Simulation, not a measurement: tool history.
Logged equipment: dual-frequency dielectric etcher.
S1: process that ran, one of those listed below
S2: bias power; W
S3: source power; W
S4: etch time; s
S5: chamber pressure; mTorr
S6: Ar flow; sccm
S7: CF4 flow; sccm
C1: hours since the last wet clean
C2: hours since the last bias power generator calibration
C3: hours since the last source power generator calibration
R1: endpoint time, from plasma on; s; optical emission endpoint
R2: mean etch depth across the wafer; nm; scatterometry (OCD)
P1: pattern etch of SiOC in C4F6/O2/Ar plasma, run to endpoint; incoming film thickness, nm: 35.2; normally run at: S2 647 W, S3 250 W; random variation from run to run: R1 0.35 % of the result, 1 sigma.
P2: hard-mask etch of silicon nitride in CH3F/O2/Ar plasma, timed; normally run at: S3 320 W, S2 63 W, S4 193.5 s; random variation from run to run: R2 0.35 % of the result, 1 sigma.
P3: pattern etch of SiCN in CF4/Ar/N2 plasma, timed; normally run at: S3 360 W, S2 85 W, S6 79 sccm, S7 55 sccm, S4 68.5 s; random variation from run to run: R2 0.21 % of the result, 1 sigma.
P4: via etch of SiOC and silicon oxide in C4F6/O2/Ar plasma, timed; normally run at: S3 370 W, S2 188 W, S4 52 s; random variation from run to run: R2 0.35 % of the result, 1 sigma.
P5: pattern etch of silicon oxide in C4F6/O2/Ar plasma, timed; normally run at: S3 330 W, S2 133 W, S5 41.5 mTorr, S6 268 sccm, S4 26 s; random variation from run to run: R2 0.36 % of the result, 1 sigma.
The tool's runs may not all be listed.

{"run": 1, "day": 0.375, "S1": "P1", "S2": 647, "S3": 250, "C1": 177.1, "C2": 2053.9, "C3": 914.1, "R1": 12.282}
{"run": 2, "day": 0.779, "S1": "P2", "S2": 63, "S3": 320, "S4": 137, "C1": 186.8, "C2": 2063.6, "C3": 923.8, "R2": 81.465}
{"run": 3, "day": 1.117, "S1": "P1", "S2": 647, "S3": 250, "C1": 194.9, "C2": 2071.7, "C3": 931.9, "R1": 12.25}
{"run": 4, "day": 1.483, "S1": "P5", "S2": 133, "S3": 330, "S4": 35.5, "S5": 41.5, "S6": 268, "C1": 203.7, "C2": 2080.5, "C3": 940.7, "R2": 91.17}
{"run": 5, "day": 1.783, "S1": "P1", "S2": 647, "S3": 250, "C1": 210.9, "C2": 2087.7, "C3": 947.9, "R1": 12.274}
{"run": 6, "day": 2.008, "S1": "P1", "S2": 647, "S3": 250, "C1": 216.3, "C2": 2093.1, "C3": 953.3, "R1": 12.206}
{"run": 7, "day": 2.242, "S1": "P1", "S2": 458, "S3": 170, "C1": 221.9, "C2": 2098.7, "C3": 958.9, "R1": 16.146}
{"run": 8, "day": 2.517, "S1": "P5", "S2": 84, "S3": 330, "S4": 26, "S5": 41.5, "S6": 268, "C1": 228.5, "C2": 2105.3, "C3": 965.5, "R2": 58.477}
{"run": 9, "day": 2.829, "S1": "P2", "S2": 41, "S3": 320, "S4": 193.5, "C1": 236, "C2": 2112.8, "C3": 973, "R2": 100.09}
{"run": 10, "day": 3.25, "S1": "P1", "S2": 647, "S3": 250, "C1": 246.1, "C2": 2122.9, "C3": 983.1, "R1": 12.243}
{"run": 11, "day": 3.542, "S1": "P5", "S2": 133, "S3": 330, "S4": 26, "S5": 41.5, "S6": 268, "C1": 253.1, "C2": 2129.9, "C3": 990.1, "R2": 67.396}
{"run": 12, "day": 3.792, "S1": "P1", "S2": 913, "S3": 250, "C1": 259.1, "C2": 2135.9, "C3": 996.1, "R1": 10.624}
{"run": 13, "day": 4.104, "S1": "P3", "S2": 63, "S3": 360, "S4": 68.5, "S6": 79, "S7": 55, "C1": 266.6, "C2": 2143.4, "C3": 1003.6, "R2": 45.793}
{"run": 14, "day": 4.492, "S1": "P3", "S2": 85, "S3": 360, "S4": 53.5, "S6": 79, "S7": 55, "C1": 275.9, "C2": 2152.7, "C3": 1012.9, "R2": 39.724}
{"run": 15, "day": 4.858, "S1": "P1", "S2": 647, "S3": 200, "C1": 284.7, "C2": 2161.5, "C3": 1021.7, "R1": 13.245}
{"run": 16, "day": 5.092, "S1": "P4", "S2": 188, "S3": 240, "S4": 52, "C1": 290.3, "C2": 2167.1, "C3": 1027.3, "R2": 47.778}
{"run": 17, "day": 5.329, "S1": "P3", "S2": 85, "S3": 360, "S4": 68.5, "S6": 47, "S7": 55, "C1": 296, "C2": 2172.8, "C3": 1033, "R2": 54.35}
{"run": 18, "day": 5.642, "S1": "P2", "S2": 63, "S3": 320, "S4": 193.5, "C1": 303.5, "C2": 2180.3, "C3": 1040.5, "R2": 115.5}
{"run": 19, "day": 5.946, "S1": "P5", "S2": 133, "S3": 420, "S4": 26, "S5": 41.5, "S6": 268, "C1": 310.8, "C2": 2187.6, "C3": 1047.8, "R2": 73.626}
{"run": 20, "day": 6.146, "S1": "P1", "S2": 421, "S3": 180, "C1": 315.6, "C2": 2192.4, "C3": 1052.6, "R1": 16.305}
{"run": 21, "day": 6.388, "S1": "P1", "S2": 412, "S3": 250, "C1": 321.4, "C2": 2198.2, "C3": 1058.4, "R1": 14.555}
{"run": 22, "day": 6.671, "S1": "P4", "S2": 188, "S3": 370, "S4": 28.5, "C1": 328.2, "C2": 2205, "C3": 1065.2, "R2": 30.869}
{"run": 23, "day": 6.933, "S1": "P5", "S2": 133, "S3": 330, "S4": 26, "S5": 58, "S6": 268, "C1": 334.5, "C2": 2211.3, "C3": 1071.5, "R2": 64.316}
{"run": 24, "day": 7.138, "S1": "P5", "S2": 133, "S3": 330, "S4": 26, "S5": 41.5, "S6": 200, "C1": 339.4, "C2": 2216.2, "C3": 1076.4, "R2": 69.011}
{"run": 25, "day": 7.362, "S1": "P1", "S2": 647, "S3": 250, "C1": 344.8, "C2": 2221.6, "C3": 1081.8, "R1": 12.209}
{"run": 26, "day": 7.588, "S1": "P3", "S2": 85, "S3": 360, "S4": 68.5, "S6": 79, "S7": 34, "C1": 350.2, "C2": 2227, "C3": 1087.2, "R2": 47.427}
{"run": 27, "day": 7.892, "S1": "P1", "S2": 784, "S3": 180, "C1": 357.5, "C2": 2234.3, "C3": 1094.5, "R1": 12.768}
{"run": 28, "day": 8.238, "S1": "P4", "S2": 188, "S3": 370, "S4": 52, "C1": 365.8, "C2": 2242.6, "C3": 1102.8, "R2": 56.817}
{"run": 29, "day": 8.642, "S1": "P3", "S2": 85, "S3": 430, "S4": 68.5, "S6": 79, "S7": 55, "C1": 375.5, "C2": 2252.3, "C3": 1112.5, "R2": 59.633}
{"run": 30, "day": 8.95, "S1": "P3", "S2": 85, "S3": 360, "S4": 68.5, "S6": 79, "S7": 55, "C1": 382.9, "C2": 2259.7, "C3": 1119.9, "R2": 50.758}
{"run": 31, "day": 9.246, "S1": "P1", "S2": 647, "S3": 330, "C1": 390, "C2": 2266.8, "C3": 1127, "R1": 11.091}
{"run": 32, "day": 9.517, "S1": "P2", "S2": 63, "S3": 420, "S4": 193.5, "C1": 396.5, "C2": 2273.3, "C3": 1133.5, "R2": 126.81}
{"run": 33, "day": 9.767, "S1": "P4", "S2": 254, "S3": 370, "S4": 52, "C1": 402.5, "C2": 2279.3, "C3": 1139.5, "R2": 62.31}
{"run": 34, "day": 10.154, "S1": "P1", "S2": 647, "S3": 250, "C1": 411.8, "C2": 2288.6, "C3": 1148.8, "R1": 12.256}
{"run": 35, "day": 10.5, "S1": "P1", "S2": 647, "S3": 250, "C1": 420.1, "C2": 2296.9, "C3": 1157.1, "R1": 12.324}
{"run": 36, "day": 10.9, "S1": "P1", "S2": 647, "S3": 250, "C1": 429.7, "C2": 2306.5, "C3": 1166.7, "R1": 12.366}
{"run": 37, "day": 11.296, "S1": "P1", "S2": 647, "S3": 250, "C1": 439.2, "C2": 2316, "C3": 1176.2, "R1": 12.377}
{"run": 38, "day": 11.679, "S1": "P1", "S2": 647, "S3": 250, "C1": 448.4, "C2": 2325.2, "C3": 1185.4, "R1": 12.476}
{"run": 39, "day": 11.9, "S1": "P1", "S2": 647, "S3": 250, "C1": 453.7, "C2": 2330.5, "C3": 1190.7, "R1": 12.502}
{"day": 12.062, "done": "wet clean of the chamber"}
{"run": 40, "day": 12.179, "S1": "P1", "S2": 647, "S3": 250, "C1": 2.9, "C2": 2337.2, "C3": 1197.4, "R1": 12.468}
{"run": 41, "day": 12.496, "S1": "P1", "S2": 647, "S3": 250, "C1": 10.5, "C2": 2344.8, "C3": 1205, "R1": 12.46}
{"run": 42, "day": 12.733, "S1": "P1", "S2": 647, "S3": 250, "C1": 16.2, "C2": 2350.5, "C3": 1210.7, "R1": 12.467}
{"run": 43, "day": 12.933, "S1": "P1", "S2": 647, "S3": 250, "C1": 21, "C2": 2355.3, "C3": 1215.5, "R1": 12.432}
{"run": 44, "day": 13.258, "S1": "P1", "S2": 647, "S3": 250, "C1": 28.8, "C2": 2363.1, "C3": 1223.3, "R1": 12.535}
{"run": 45, "day": 13.517, "S1": "P1", "S2": 647, "S3": 250, "C1": 35, "C2": 2369.3, "C3": 1229.5, "R1": 12.53}

What P1 gives has crept away from where it was. These 2 causes fit the log equally well, each at the size given:
A: source power that arrives under what is set, % = 4.66
B: bias power that arrives under what is set, % = 4.29
Creep in the process output first set in at about day 10.154.
Each remaining cause and why it is not a fit:
chamber walls in a state that lowers the etch rate, %: serviced after onset, at day 12.062, with no recovery of the prior output

Below are 4 check runs, each on a single wafer, with their results shown as question marks. Which of them would tell the listed causes apart, meaning the causes would give clearly different results under it?
{"run": "check 1", "day": 13.775, "S1": "P5", "S2": 133, "S3": 330, "S4": 26, "S5": 56, "S6": 268, "R2": "?"}
{"run": "check 2", "day": 13.775, "S1": "P2", "S2": 63, "S3": 380, "S4": 193.5, "R2": "?"}
{"run": "check 3", "day": 13.775, "S1": "P4", "S2": 188, "S3": 240, "S4": 33.5, "R2": "?"}
{"run": "check 4", "day": 13.775, "S1": "P3", "S2": 68, "S3": 360, "S4": 68.5, "S6": 64, "S7": 55, "R2": "?"}

Expected result of each check under each candidate cause:
check=check_1 result=R2 if_A=63.261 if_B=63.629
check=check_2 result=R2 if_A=120.5 if_B=120.94
check=check_3 result=R2 if_A=30.2 if_B=30.307
check=check_4 result=R2 if_A=46.49 if_B=47.776
Distance between the nearest two causes, measured in the result of the check that separates them most: check 1 0.58 %; check 2 0.37 %; check 3 0.35 %; check 4 2.73 %
Check 4 distinguishes between the causes, while the remaining checks would return nearly the same result for all of them.

After running check 4, the following was obtained: R2 47.867 nm. Which cause does this point to?

B is the cause: bias power that arrives under what is set, %.
